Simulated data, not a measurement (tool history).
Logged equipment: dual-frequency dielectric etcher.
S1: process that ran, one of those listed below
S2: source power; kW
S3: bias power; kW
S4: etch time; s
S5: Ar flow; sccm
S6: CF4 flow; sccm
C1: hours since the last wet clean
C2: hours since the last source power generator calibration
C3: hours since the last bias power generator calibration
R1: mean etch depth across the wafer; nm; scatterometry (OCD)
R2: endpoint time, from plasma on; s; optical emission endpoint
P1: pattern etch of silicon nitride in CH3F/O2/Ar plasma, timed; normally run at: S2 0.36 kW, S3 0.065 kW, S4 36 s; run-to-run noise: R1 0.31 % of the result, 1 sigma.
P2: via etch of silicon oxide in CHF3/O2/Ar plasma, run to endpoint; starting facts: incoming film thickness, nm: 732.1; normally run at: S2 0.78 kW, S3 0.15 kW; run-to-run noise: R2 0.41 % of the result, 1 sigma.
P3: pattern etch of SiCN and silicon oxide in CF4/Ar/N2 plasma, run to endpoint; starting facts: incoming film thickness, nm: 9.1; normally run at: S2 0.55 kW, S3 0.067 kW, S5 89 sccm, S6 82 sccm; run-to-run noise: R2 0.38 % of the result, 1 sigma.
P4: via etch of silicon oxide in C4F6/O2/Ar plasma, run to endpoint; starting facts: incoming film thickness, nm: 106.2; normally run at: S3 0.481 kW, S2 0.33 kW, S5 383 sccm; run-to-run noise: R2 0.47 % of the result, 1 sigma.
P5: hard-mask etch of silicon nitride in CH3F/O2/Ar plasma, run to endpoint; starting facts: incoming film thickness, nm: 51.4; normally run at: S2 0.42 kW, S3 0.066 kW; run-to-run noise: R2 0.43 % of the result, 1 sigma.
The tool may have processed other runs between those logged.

run	hour	S1	S2	S3	S4	S5	S6	C1	C2	C3	R1	R2
1	7.5	P1	0.36	0.065	36			329.4	216.2	2677	23.009	
2	12	P1	0.27	0.065	36			333.9	220.7	2681.5	20.6	
3	18.4	P1	0.36	0.065	52			340.3	227.1	2687.9	33.135	
4	23.8	P2	0.61	0.15				345.7	232.5	2693.3		402.14
5	28.9	P1	0.36	0.065	36			350.8	237.6	2698.4	23.031	
6	33.8	P3	0.7	0.067		89	82	355.7	242.5	2703.3		6.9507
7	40.7	P1	0.49	0.065	36			362.6	249.4	2710.2	25.662	
8	48.9	P1	0.44	0.065	52.5			370.8	257.6	2718.4	35.998	
9	53.4	P3	0.55	0.067		124	82	375.3	262.1	2722.9		9.042
10	61.8	P4	0.24	0.481		383		383.7	270.5	2731.3		29.688
11	69.1	P2	0.78	0.15				391	277.8	2738.6		363.65
12	77.4	P5	0.42	0.046				399.3	286.1	2746.9		85.006
13	82.3	P1	0.36	0.065	25			404.2	291	2751.8	15.936	
14	87.4	P1	0.36	0.046	36			409.3	296.1	2756.9	20.377	
15	92.1	P4	0.33	0.481		383		414	300.8	2761.6		26.527
16	99.1	P4	0.33	0.385		383		421	307.8	2768.6		28.558
17	106.5	P1	0.36	0.065	36			428.4	315.2	2776	22.825	
18	111.2	P1	0.36	0.086	36			433.1	319.9	2780.7	25.244	
19	118.8	P3	0.55	0.067		89	50	440.7	327.5	2788.3		9.3964
20	125.4	P4	0.33	0.481		383		447.3	334.1	2794.9		26.432
21	130.4	P3	0.55	0.055		89	82	452.3	339.1	2799.9		9.1168
22	138.7	P1	0.36	0.065	36			460.6	347.4	2808.2	22.929	
23	143.7	P2	0.78	0.192				465.6	352.4	2813.2		336.28
24	149.1	P3	0.55	0.067		89	82	471	357.8	2818.6		8.5895
25	154.4	P1	0.5	0.065	21			476.3	363.1	2823.9	15.114	
26	158.1	P1	0.36	0.08	50.5			480	366.8	2827.6	34.313	
27	163.5	P1	0.36	0.065	36			485.4	372.2	2833	22.8	
28	170.8	P5	0.53	0.066				492.7	379.5	2840.3		69.957
29	178.4	P5	0.42	0.066				500.3	387.1	2847.9		76.447
30	186.1	P4	0.33	0.481		256		508	394.8	2855.6		25.196
31	189.8	P1	0.36	0.065	36			511.7	398.5	2859.3	22.904	
32	194.5	P1	0.36	0.065	36			516.4	403.2	2864	22.705	

What will run 33 give?
33	200.8	P1	0.36	0.065	36			522.7	409.5	2870.3	?	

R1: 22.744 nm
